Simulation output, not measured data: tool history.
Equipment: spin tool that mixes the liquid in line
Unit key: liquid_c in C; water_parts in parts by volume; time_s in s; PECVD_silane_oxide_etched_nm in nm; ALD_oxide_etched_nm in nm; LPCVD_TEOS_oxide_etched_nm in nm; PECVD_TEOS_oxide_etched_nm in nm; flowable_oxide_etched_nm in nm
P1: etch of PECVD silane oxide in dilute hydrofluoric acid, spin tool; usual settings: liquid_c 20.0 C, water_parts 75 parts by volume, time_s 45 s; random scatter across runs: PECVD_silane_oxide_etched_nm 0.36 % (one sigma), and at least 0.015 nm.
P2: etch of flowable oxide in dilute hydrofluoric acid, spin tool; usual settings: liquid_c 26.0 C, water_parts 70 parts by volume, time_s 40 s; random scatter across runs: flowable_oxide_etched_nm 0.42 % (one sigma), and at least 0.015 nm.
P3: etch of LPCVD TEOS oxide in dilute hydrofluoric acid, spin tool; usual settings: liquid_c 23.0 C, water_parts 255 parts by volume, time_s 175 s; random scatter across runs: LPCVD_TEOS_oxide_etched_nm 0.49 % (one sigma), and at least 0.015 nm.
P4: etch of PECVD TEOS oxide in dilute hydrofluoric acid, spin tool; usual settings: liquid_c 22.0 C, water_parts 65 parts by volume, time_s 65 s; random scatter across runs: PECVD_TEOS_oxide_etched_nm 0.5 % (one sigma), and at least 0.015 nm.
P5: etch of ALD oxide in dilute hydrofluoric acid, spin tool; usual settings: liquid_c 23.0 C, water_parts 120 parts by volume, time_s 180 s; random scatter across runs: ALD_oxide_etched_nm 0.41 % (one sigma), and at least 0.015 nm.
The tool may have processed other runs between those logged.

| run | hour | process | liquid_c | water_parts | time_s | PECVD_silane_oxide_etched_nm | ALD_oxide_etched_nm | LPCVD_TEOS_oxide_etched_nm | PECVD_TEOS_oxide_etched_nm | flowable_oxide_etched_nm |
|---|---|---|---|---|---|---|---|---|---|---|
| 1 | 13.6 | P1 | 20.0 | 75 | 45 | 17.3430 |  |  |  |  |
| 2 | 27.0 | P1 | 20.0 | 75 | 45 | 17.1370 |  |  |  |  |
| 3 | 42.7 | P5 | 23.0 | 120 | 15 |  | 2.2879 |  |  |  |
| 4 | 58.2 | P3 | 23.0 | 255 | 175 |  |  | 14.8690 |  |  |
| 5 | 71.5 | P1 | 20.0 | 115 | 15 | 3.5591 |  |  |  |  |
| 6 | 81.0 | P4 | 22.0 | 35 | 65 |  |  |  | 29.439 |  |
| 7 | 98.1 | P4 | 22.0 | 65 | 65 |  |  |  | 15.290 |  |
| 8 | 109.9 | P5 | 28.5 | 120 | 180 |  | 33.8790 |  |  |  |
| 9 | 124.6 | P1 | 20.0 | 115 | 45 | 10.7160 |  |  |  |  |
| 10 | 135.6 | P3 | 17.0 | 255 | 175 |  |  | 11.9290 |  |  |
| 11 | 147.5 | P1 | 20.0 | 75 | 85 | 32.4890 |  |  |  |  |
| 12 | 161.7 | P3 | 23.0 | 255 | 45 |  |  | 3.8453 |  |  |
| 13 | 177.8 | P1 | 17.0 | 75 | 45 | 15.1530 |  |  |  |  |
| 14 | 193.3 | P1 | 20.0 | 75 | 45 | 17.1800 |  |  |  |  |
| 15 | 208.2 | P1 | 20.0 | 75 | 45 | 17.1920 |  |  |  |  |
| 16 | 223.6 | P1 | 20.0 | 75 | 15 | 5.6961 |  |  |  |  |
| 17 | 234.2 | P4 | 28.5 | 65 | 65 |  |  |  | 20.015 |  |
| 18 | 247.0 | P3 | 23.0 | 255 | 175 |  |  | 14.8030 |  |  |
| 19 | 263.6 | P2 | 26.0 | 25 | 40 |  |  |  |  | 85.654 |
| 20 | 272.5 | P2 | 26.0 | 70 | 15 |  |  |  |  | 10.755 |
| 21 | 281.1 | P5 | 23.0 | 120 | 180 |  | 27.5030 |  |  |  |
| 22 | 296.9 | P1 | 28.0 | 75 | 45 | 23.7900 |  |  |  |  |
| 23 | 306.5 | P1 | 17.0 | 100 | 45 | 11.0580 |  |  |  |  |
| 24 | 315.4 | P4 | 22.0 | 65 | 110 |  |  |  | 25.998 |  |
| 25 | 332.6 | P4 | 22.0 | 65 | 65 |  |  |  | 15.352 |  |
| 26 | 341.6 | P1 | 20.0 | 75 | 45 | 17.2020 |  |  |  |  |
| 27 | 360.1 | P1 | 20.0 | 35 | 45 | 38.6660 |  |  |  |  |
| 28 | 369.8 | P3 | 23.0 | 440 | 175 |  |  | 7.2629 |  |  |
| 29 | 380.6 | P5 | 23.0 | 40 | 180 |  | 91.3650 |  |  |  |
| 30 | 398.0 | P2 | 30.5 | 70 | 40 |  |  |  |  | 34.223 |
| 31 | 413.6 | P2 | 26.0 | 70 | 40 |  |  |  |  | 28.709 |
| 32 | 430.8 | P1 | 20.0 | 75 | 45 | 17.2780 |  |  |  |  |
| 33 | 445.1 | P1 | 20.0 | 75 | 45 | 17.8730 |  |  |  |  |
| 34 | 460.7 | P1 | 20.0 | 75 | 45 | 18.0620 |  |  |  |  |
| 35 | 470.5 | P1 | 20.0 | 75 | 45 | 18.1370 |  |  |  |  |
| 36 | 481.0 | P1 | 20.0 | 75 | 45 | 18.1750 |  |  |  |  |
| 37 | 496.4 | P1 | 20.0 | 75 | 45 | 18.3760 |  |  |  |  |
| 38 | 512.4 | P1 | 20.0 | 75 | 45 | 18.5300 |  |  |  |  |
| 39 | 525.1 | P1 | 20.0 | 75 | 45 | 18.3840 |  |  |  |  |
| 40 | 536.6 | P1 | 20.0 | 75 | 45 | 18.4760 |  |  |  |  |
| 41 | 546.3 | P1 | 20.0 | 75 | 45 | 18.3890 |  |  |  |  |

What P1 gives has crept off from where it sat before. The 2 causes that follow fit the log equally well, each at the size noted:
A: liquid hotter than its thermometer reads (K) = 1.75
B: hydrofluoric acid flow above the setpoint (%) = 6.89
The onset of the drift is placed at about hour 430.8.

Which of the check runs below tells the causes apart, meaning the causes would give it clearly different results? Each run uses 3 wafers whose results are averaged, and each result is shown as a question mark.
| check 1 | 556.0 | P5 | 23.0 | 45 | 40 |  | ? |  |  |  |
| check 2 | 556.0 | P3 | 23.0 | 425 | 65 |  |  | ? |  |  |
| check 3 | 556.0 | P4 | 25.5 | 65 | 105 |  |  |  | ? |  |
| check 4 | 556.0 | P2 | 26.0 | 40 | 40 |  |  |  |  | ? |

Expected result of each check under each candidate cause:
| check | result | if A | if B |
|---|---|---|---|
| check 1 | ALD_oxide_etched_nm | 19.3160 | 19.2780 |
| check 2 | LPCVD_TEOS_oxide_etched_nm | 2.9969 | 3.0993 |
| check 3 | PECVD_TEOS_oxide_etched_nm | 30.766 | 30.843 |
| check 4 | flowable_oxide_etched_nm | 56.162 | 56.123 |
Per check, the gap between the least separated pair of causes, taken in the result that splits them most: check 1 0.2 %; check 2 3.36 %; check 3 0.25 %; check 4 0.07 %
The causes can be told apart only by check 2. The other checks would give nearly the same results under each of them.

Then check 2 was run and gave: LPCVD_TEOS_oxide_etched_nm 3.1092 nm. Which cause is it?

It is B: hydrofluoric acid flow above the setpoint (%).
